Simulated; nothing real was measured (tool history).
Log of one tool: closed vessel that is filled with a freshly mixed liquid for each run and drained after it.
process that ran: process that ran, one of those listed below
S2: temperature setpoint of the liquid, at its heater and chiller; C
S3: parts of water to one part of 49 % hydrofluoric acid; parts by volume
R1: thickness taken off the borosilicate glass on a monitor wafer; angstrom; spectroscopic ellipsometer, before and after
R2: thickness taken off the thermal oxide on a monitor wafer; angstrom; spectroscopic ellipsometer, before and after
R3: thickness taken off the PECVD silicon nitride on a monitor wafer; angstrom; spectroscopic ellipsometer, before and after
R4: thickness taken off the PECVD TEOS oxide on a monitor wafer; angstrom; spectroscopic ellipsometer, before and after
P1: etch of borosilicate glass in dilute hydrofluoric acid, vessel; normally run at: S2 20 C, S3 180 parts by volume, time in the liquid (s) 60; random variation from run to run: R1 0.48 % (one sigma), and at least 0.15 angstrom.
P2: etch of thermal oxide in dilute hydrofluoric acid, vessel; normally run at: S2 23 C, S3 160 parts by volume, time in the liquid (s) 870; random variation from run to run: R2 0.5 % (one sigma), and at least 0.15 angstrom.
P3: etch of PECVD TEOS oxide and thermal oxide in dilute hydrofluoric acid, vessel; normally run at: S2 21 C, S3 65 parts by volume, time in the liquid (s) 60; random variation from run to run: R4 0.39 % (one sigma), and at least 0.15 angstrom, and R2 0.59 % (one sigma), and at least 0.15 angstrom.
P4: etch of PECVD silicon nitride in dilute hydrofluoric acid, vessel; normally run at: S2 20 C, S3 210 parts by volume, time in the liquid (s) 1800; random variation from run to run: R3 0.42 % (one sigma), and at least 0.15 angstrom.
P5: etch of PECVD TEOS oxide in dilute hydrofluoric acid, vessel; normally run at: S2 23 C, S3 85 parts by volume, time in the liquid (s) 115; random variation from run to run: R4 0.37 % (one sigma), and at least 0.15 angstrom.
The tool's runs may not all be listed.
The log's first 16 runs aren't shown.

Run 17, day 4.858: process that ran P5, S2 23 C, S3 135 parts by volume, time in the liquid (s) 115. Result: R4 103.450 angstrom.
Run 18, day 5.125: process that ran P3, S2 21 C, S3 65 parts by volume, time in the liquid (s) 110. Result: R2 78.8340 angstrom, R4 248.890 angstrom.
Run 19, day 5.471: process that ran P1, S2 17 C, S3 180 parts by volume, time in the liquid (s) 60. Result: R1 107.040 angstrom.
Run 20, day 5.754: process that ran P3, S2 21 C, S3 115 parts by volume, time in the liquid (s) 60. Result: R2 22.6780 angstrom, R4 71.754 angstrom.
Run 21, day 6.108: process that ran P1, S2 20 C, S3 180 parts by volume, time in the liquid (s) 60. Result: R1 120.230 angstrom.
Run 22, day 6.325: process that ran P1, S2 20 C, S3 180 parts by volume, time in the liquid (s) 115. Result: R1 230.370 angstrom.
Run 23, day 6.562: process that ran P1, S2 20 C, S3 180 parts by volume, time in the liquid (s) 60. Result: R1 119.860 angstrom.
Run 24, day 6.862: process that ran P1, S2 20 C, S3 285 parts by volume, time in the liquid (s) 30. Result: R1 34.471 angstrom.
Run 25, day 7.100: process that ran P1, S2 20 C, S3 90 parts by volume, time in the liquid (s) 60. Result: R1 265.980 angstrom.
Run 26, day 7.283: process that ran P5, S2 17 C, S3 85 parts by volume, time in the liquid (s) 115. Result: R4 135.850 angstrom.

The next listed run, before its measurement:
Run 27, day 7.538: process that ran P4, S2 20 C, S3 210 parts by volume, time in the liquid (s) 1800. Result: R3 ?.

Run 27 gave R3 144.640 angstrom.
